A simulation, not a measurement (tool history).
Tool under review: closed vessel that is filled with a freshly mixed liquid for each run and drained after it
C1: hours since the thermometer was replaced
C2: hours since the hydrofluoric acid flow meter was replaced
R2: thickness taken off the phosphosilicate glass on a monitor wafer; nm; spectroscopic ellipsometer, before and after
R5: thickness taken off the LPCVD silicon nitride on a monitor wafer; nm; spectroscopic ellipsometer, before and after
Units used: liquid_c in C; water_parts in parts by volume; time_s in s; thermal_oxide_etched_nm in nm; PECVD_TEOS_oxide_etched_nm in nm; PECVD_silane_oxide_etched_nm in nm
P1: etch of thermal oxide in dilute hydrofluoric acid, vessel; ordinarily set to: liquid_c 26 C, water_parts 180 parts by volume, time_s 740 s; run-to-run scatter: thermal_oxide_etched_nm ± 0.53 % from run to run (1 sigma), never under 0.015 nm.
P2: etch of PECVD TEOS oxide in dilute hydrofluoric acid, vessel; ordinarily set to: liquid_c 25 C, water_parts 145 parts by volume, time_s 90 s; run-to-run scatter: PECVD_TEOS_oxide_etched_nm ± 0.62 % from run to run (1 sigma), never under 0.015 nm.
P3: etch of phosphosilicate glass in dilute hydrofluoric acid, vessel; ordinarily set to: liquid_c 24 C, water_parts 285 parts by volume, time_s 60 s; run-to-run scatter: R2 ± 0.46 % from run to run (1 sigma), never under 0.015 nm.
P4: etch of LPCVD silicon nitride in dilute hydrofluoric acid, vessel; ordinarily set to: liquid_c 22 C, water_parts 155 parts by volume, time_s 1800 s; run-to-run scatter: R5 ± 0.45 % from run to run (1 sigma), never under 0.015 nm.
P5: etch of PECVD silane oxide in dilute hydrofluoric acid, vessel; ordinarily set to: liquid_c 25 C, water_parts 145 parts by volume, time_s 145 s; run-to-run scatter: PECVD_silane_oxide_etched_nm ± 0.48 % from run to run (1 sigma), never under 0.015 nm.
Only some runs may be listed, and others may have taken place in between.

Run 1, hour 12.6: process P1, liquid_c 26 C, water_parts 180 parts by volume, time_s 740 s; C1 2155.2; C2 516.9. Result: thermal_oxide_etched_nm 18.095 nm.
Run 2, hour 22.6: process P3, liquid_c 24 C, water_parts 285 parts by volume, time_s 60 s; C1 2165.2; C2 526.9. Result: R2 25.427 nm.
Run 3, hour 33.9: process P1, liquid_c 26 C, water_parts 180 parts by volume, time_s 150 s; C1 2176.5; C2 538.2. Result: thermal_oxide_etched_nm 3.615 nm.
Run 4, hour 41.2: process P2, liquid_c 18 C, water_parts 145 parts by volume, time_s 90 s; C1 2183.8; C2 545.5. Result: PECVD_TEOS_oxide_etched_nm 3.9988 nm.
Run 5, hour 50.3: process P1, liquid_c 26 C, water_parts 180 parts by volume, time_s 740 s; C1 2192.9; C2 554.6. Result: thermal_oxide_etched_nm 17.784 nm.
Run 6, hour 58.2: process P2, liquid_c 25 C, water_parts 55 parts by volume, time_s 90 s; C1 2200.8; C2 562.5. Result: PECVD_TEOS_oxide_etched_nm 15.485 nm.
Run 7, hour 65.6: process P1, liquid_c 30 C, water_parts 180 parts by volume, time_s 740 s; C1 2208.2; C2 569.9. Result: thermal_oxide_etched_nm 20.476 nm.
Run 8, hour 76.3: process P5, liquid_c 25 C, water_parts 145 parts by volume, time_s 30 s; C1 2218.9; C2 580.6. Result: PECVD_silane_oxide_etched_nm 10.518 nm.
Run 9, hour 90.7: process P1, liquid_c 26 C, water_parts 180 parts by volume, time_s 740 s; C1 2233.3; C2 595. Result: thermal_oxide_etched_nm 17.711 nm.
Run 10, hour 102.7: process P1, liquid_c 26 C, water_parts 180 parts by volume, time_s 1125 s; C1 2245.3; C2 607. Result: thermal_oxide_etched_nm 27.16 nm.
Run 11, hour 117.1: process P4, liquid_c 22 C, water_parts 155 parts by volume, time_s 3025 s; C1 2259.7; C2 621.4. Result: R5 8.0947 nm.
Run 12, hour 125.2: process P1, liquid_c 26 C, water_parts 45 parts by volume, time_s 1405 s; C1 2267.8; C2 629.5. Result: thermal_oxide_etched_nm 158.94 nm.
Run 13, hour 134.2: process P5, liquid_c 25 C, water_parts 50 parts by volume, time_s 145 s; C1 2276.8; C2 638.5. Result: PECVD_silane_oxide_etched_nm 166.97 nm.
Run 14, hour 143: process P3, liquid_c 24 C, water_parts 180 parts by volume, time_s 60 s; C1 2285.6; C2 647.3. Result: R2 45.455 nm.
Run 15, hour 152.6: process P1, liquid_c 26 C, water_parts 35 parts by volume, time_s 740 s; C1 2295.2; C2 656.9. Result: thermal_oxide_etched_nm 110.7 nm.
Run 16, hour 160.7: process P5, liquid_c 25 C, water_parts 145 parts by volume, time_s 145 s; C1 2303.3; C2 665. Result: PECVD_silane_oxide_etched_nm 50.81 nm.
Run 17, hour 168.9: process P1, liquid_c 26 C, water_parts 260 parts by volume, time_s 1095 s; C1 2311.5; C2 673.2. Result: thermal_oxide_etched_nm 16.719 nm.
Run 18, hour 180.1: process P3, liquid_c 19 C, water_parts 285 parts by volume, time_s 60 s; C1 2322.7; C2 684.4. Result: R2 21.526 nm.
Run 19, hour 194.3: process P4, liquid_c 22 C, water_parts 155 parts by volume, time_s 1800 s; C1 2336.9; C2 698.6. Result: R5 4.8199 nm.
Run 20, hour 206.5: process P3, liquid_c 24 C, water_parts 285 parts by volume, time_s 60 s; C1 2349.1; C2 710.8. Result: R2 25.685 nm.
Run 21, hour 216.6: process P2, liquid_c 25 C, water_parts 145 parts by volume, time_s 90 s; C1 2359.2; C2 720.9. Result: PECVD_TEOS_oxide_etched_nm 5.3406 nm.
Run 22, hour 230.7: process P5, liquid_c 17 C, water_parts 145 parts by volume, time_s 145 s; C1 2373.3; C2 735. Result: PECVD_silane_oxide_etched_nm 36.93 nm.
Run 23, hour 243.2: process P4, liquid_c 22 C, water_parts 155 parts by volume, time_s 1800 s; C1 2385.8; C2 747.5. Result: R5 4.8109 nm.
Run 24, hour 250.4: process P1, liquid_c 26 C, water_parts 285 parts by volume, time_s 740 s; C1 2393; C2 754.7. Result: thermal_oxide_etched_nm 10.091 nm.
Run 25, hour 260.7: process P4, liquid_c 22 C, water_parts 55 parts by volume, time_s 1800 s; C1 2403.3; C2 765. Result: R5 13.348 nm.
Run 26, hour 267.3: process P2, liquid_c 25 C, water_parts 145 parts by volume, time_s 40 s; C1 2409.9; C2 771.6. Result: PECVD_TEOS_oxide_etched_nm 2.3461 nm.
Run 27, hour 279.9: process P1, liquid_c 20.5 C, water_parts 45 parts by volume, time_s 740 s; C1 2422.5; C2 784.2. Result: thermal_oxide_etched_nm 67.703 nm.
Run 28, hour 289: process P1, liquid_c 26 C, water_parts 180 parts by volume, time_s 740 s; C1 2431.6; C2 793.3. Result: thermal_oxide_etched_nm 17.684 nm.
Run 29, hour 298: process P1, liquid_c 21.5 C, water_parts 180 parts by volume, time_s 740 s; C1 2440.6; C2 802.3. Result: thermal_oxide_etched_nm 15.223 nm.
Run 30, hour 309.3: process P1, liquid_c 26 C, water_parts 180 parts by volume, time_s 740 s; C1 2451.9; C2 813.6. Result: thermal_oxide_etched_nm 17.88 nm.
Run 31, hour 315.9: process P4, liquid_c 17 C, water_parts 155 parts by volume, time_s 1800 s; C1 2458.5; C2 820.2. Result: R5 3.4851 nm.
Run 32, hour 325: process P2, liquid_c 25 C, water_parts 145 parts by volume, time_s 90 s; C1 2467.6; C2 829.3. Result: PECVD_TEOS_oxide_etched_nm 5.2048 nm.
Run 33, hour 339.1: process P3, liquid_c 24 C, water_parts 285 parts by volume, time_s 95 s; C1 2481.7; C2 843.4. Result: R2 40.707 nm.
Run 34, hour 345.8: process P1, liquid_c 26 C, water_parts 180 parts by volume, time_s 740 s; C1 2488.4; C2 850.1. Result: thermal_oxide_etched_nm 17.917 nm.
Run 35, hour 359.7: process P1, liquid_c 26 C, water_parts 180 parts by volume, time_s 740 s; C1 2502.3; C2 864. Result: thermal_oxide_etched_nm 17.214 nm.
Run 36, hour 374: process P1, liquid_c 26 C, water_parts 180 parts by volume, time_s 740 s; C1 2516.6; C2 878.3. Result: thermal_oxide_etched_nm 16.774 nm.
Run 37, hour 386.1: process P1, liquid_c 26 C, water_parts 180 parts by volume, time_s 740 s; C1 2528.7; C2 890.4. Result: thermal_oxide_etched_nm 16.476 nm.
Run 38, hour 396.2: process P1, liquid_c 26 C, water_parts 180 parts by volume, time_s 740 s; C1 2538.8; C2 900.5. Result: thermal_oxide_etched_nm 16.468 nm.
Run 39, hour 405: process P1, liquid_c 26 C, water_parts 180 parts by volume, time_s 740 s; C1 2547.6; C2 909.3. Result: thermal_oxide_etched_nm 16.385 nm.
Run 40, hour 412.4: process P1, liquid_c 26 C, water_parts 180 parts by volume, time_s 740 s; C1 2555; C2 916.7. Result: thermal_oxide_etched_nm 16.521 nm.
Run 41, hour 421.1: process P1, liquid_c 26 C, water_parts 180 parts by volume, time_s 740 s; C1 2563.7; C2 925.4. Result: thermal_oxide_etched_nm 16.308 nm.
Run 42, hour 433.3: process P1, liquid_c 26 C, water_parts 180 parts by volume, time_s 740 s; C1 2575.9; C2 937.6. Result: thermal_oxide_etched_nm 16.404 nm.
Run 43, hour 441.6: process P1, liquid_c 26 C, water_parts 180 parts by volume, time_s 740 s; C1 2584.2; C2 945.9. Result: thermal_oxide_etched_nm 16.369 nm.

What P1 gives has crept off from where it sat before. The 2 causes that follow fit the log equally well, each at the size noted:
A: hydrofluoric acid flow below the setpoint (%) = 7.02
B: liquid colder than its thermometer reads (K) = 2.38
The creep began at about hour 345.8.

Of the 4 check runs listed below, each run on one wafer and each result written as a question mark, which would let you distinguish the listed causes because they would give clearly different results?
Run check 1, hour 449.9: process P5, liquid_c 25 C, water_parts 145 parts by volume, time_s 145 s. Result: PECVD_silane_oxide_etched_nm ?.
Run check 2, hour 449.9: process P3, liquid_c 24 C, water_parts 285 parts by volume, time_s 60 s. Result: R2 ?.
Run check 3, hour 449.9: process P2, liquid_c 25 C, water_parts 145 parts by volume, time_s 90 s. Result: PECVD_TEOS_oxide_etched_nm ?.
Run check 4, hour 449.9: process P4, liquid_c 22 C, water_parts 155 parts by volume, time_s 1800 s. Result: R5 ?.

Expected result of each check under each candidate cause:
  check                        result    if A    if B
check 1  PECVD_silane_oxide_etched_nm  46.659  46.386
check 2                            R2  23.352  23.567
check 3    PECVD_TEOS_oxide_etched_nm  4.8295  4.8012
check 4                            R5   4.501  4.1294
Gap, in per cent, between the two causes that each check separates least, read from the result that separates them most: check 1 0.59 %; check 2 0.92 %; check 3 0.59 %; check 4 8.62 %
Check 4 is the one run that separates the causes; every other check would come out nearly the same whichever cause is at work.

After running check 4, the following was obtained: R5 4.153 nm. Which cause does this point to?

It is B: liquid colder than its thermometer reads (K).
